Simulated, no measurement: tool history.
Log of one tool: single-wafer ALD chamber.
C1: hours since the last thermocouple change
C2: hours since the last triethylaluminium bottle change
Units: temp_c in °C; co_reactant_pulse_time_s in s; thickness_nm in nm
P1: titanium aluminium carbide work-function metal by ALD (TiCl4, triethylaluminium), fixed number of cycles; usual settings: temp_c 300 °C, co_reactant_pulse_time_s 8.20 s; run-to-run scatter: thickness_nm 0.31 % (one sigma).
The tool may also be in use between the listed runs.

Run 1, day 0.567: temp_c 300 °C, co_reactant_pulse_time_s 8.20 s; C1 844.7; C2 772.2. Result: thickness_nm 1.9418 nm.
Run 2, day 1.046: temp_c 300 °C, co_reactant_pulse_time_s 3.45 s; C1 856.2; C2 783.7. Result: thickness_nm 1.4268 nm.
Run 3, day 1.358: temp_c 300 °C, co_reactant_pulse_time_s 8.20 s; C1 863.7; C2 791.2. Result: thickness_nm 1.9536 nm.
Run 4, day 1.858: temp_c 319 °C, co_reactant_pulse_time_s 12.63 s; C1 875.7; C2 803.2. Result: thickness_nm 2.2025 nm.
Run 5, day 2.167: temp_c 300 °C, co_reactant_pulse_time_s 8.20 s; C1 883.1; C2 810.6. Result: thickness_nm 1.9447 nm.
Run 6, day 2.450: temp_c 279 °C, co_reactant_pulse_time_s 8.20 s; C1 889.9; C2 817.4. Result: thickness_nm 1.7695 nm.
Run 7, day 2.921: temp_c 300 °C, co_reactant_pulse_time_s 8.20 s; C1 901.2; C2 828.7. Result: thickness_nm 1.9463 nm.
Run 8, day 3.371: temp_c 300 °C, co_reactant_pulse_time_s 8.20 s; C1 912.0; C2 839.5. Result: thickness_nm 1.9356 nm.
Run 9, day 3.679: temp_c 300 °C, co_reactant_pulse_time_s 8.20 s; C1 919.4; C2 846.9. Result: thickness_nm 1.9409 nm.
Run 10, day 4.200: temp_c 325 °C, co_reactant_pulse_time_s 8.20 s; C1 931.9; C2 859.4. Result: thickness_nm 2.1608 nm.
Run 11, day 4.796: temp_c 278 °C, co_reactant_pulse_time_s 11.56 s; C1 946.2; C2 873.7. Result: thickness_nm 1.8348 nm.
Run 12, day 5.100: temp_c 300 °C, co_reactant_pulse_time_s 12.37 s; C1 953.5; C2 881.0. Result: thickness_nm 2.0427 nm.
Run 13, day 5.608: temp_c 300 °C, co_reactant_pulse_time_s 8.20 s; C1 965.7; C2 893.2. Result: thickness_nm 1.9344 nm.
Run 14, day 6.033: temp_c 300 °C, co_reactant_pulse_time_s 8.20 s; C1 975.9; C2 903.4. Result: thickness_nm 1.9540 nm.
Run 15, day 6.425: temp_c 300 °C, co_reactant_pulse_time_s 8.20 s; C1 985.3; C2 912.8. Result: thickness_nm 1.9388 nm.
Run 16, day 6.829: temp_c 300 °C, co_reactant_pulse_time_s 8.20 s; C1 995.0; C2 922.5. Result: thickness_nm 1.9253 nm.
Run 17, day 7.146: temp_c 300 °C, co_reactant_pulse_time_s 8.20 s; C1 1002.6; C2 930.1. Result: thickness_nm 1.9249 nm.
Run 18, day 7.717: temp_c 300 °C, co_reactant_pulse_time_s 8.20 s; C1 1016.3; C2 943.8. Result: thickness_nm 1.9266 nm.
Run 19, day 8.267: temp_c 300 °C, co_reactant_pulse_time_s 8.20 s; C1 1029.5; C2 957.0. Result: thickness_nm 1.9112 nm.
Run 20, day 8.812: temp_c 300 °C, co_reactant_pulse_time_s 8.20 s; C1 1042.6; C2 970.1. Result: thickness_nm 1.9085 nm.
Run 21, day 9.338: temp_c 300 °C, co_reactant_pulse_time_s 8.20 s; C1 1055.2; C2 982.7. Result: thickness_nm 1.9185 nm.
Run 22, day 9.796: temp_c 300 °C, co_reactant_pulse_time_s 8.20 s; C1 1066.2; C2 993.7. Result: thickness_nm 1.9168 nm.
Run 23, day 10.104: temp_c 300 °C, co_reactant_pulse_time_s 8.20 s; C1 1073.6; C2 1001.1. Result: thickness_nm 1.9135 nm.

Run 24 comes next. What will it give?
Run 24, day 10.529: temp_c 300 °C, co_reactant_pulse_time_s 8.20 s; C1 1083.8; C2 1011.3. Result: thickness_nm ?.

{"run 24": {"thickness_nm": 1.9243}}
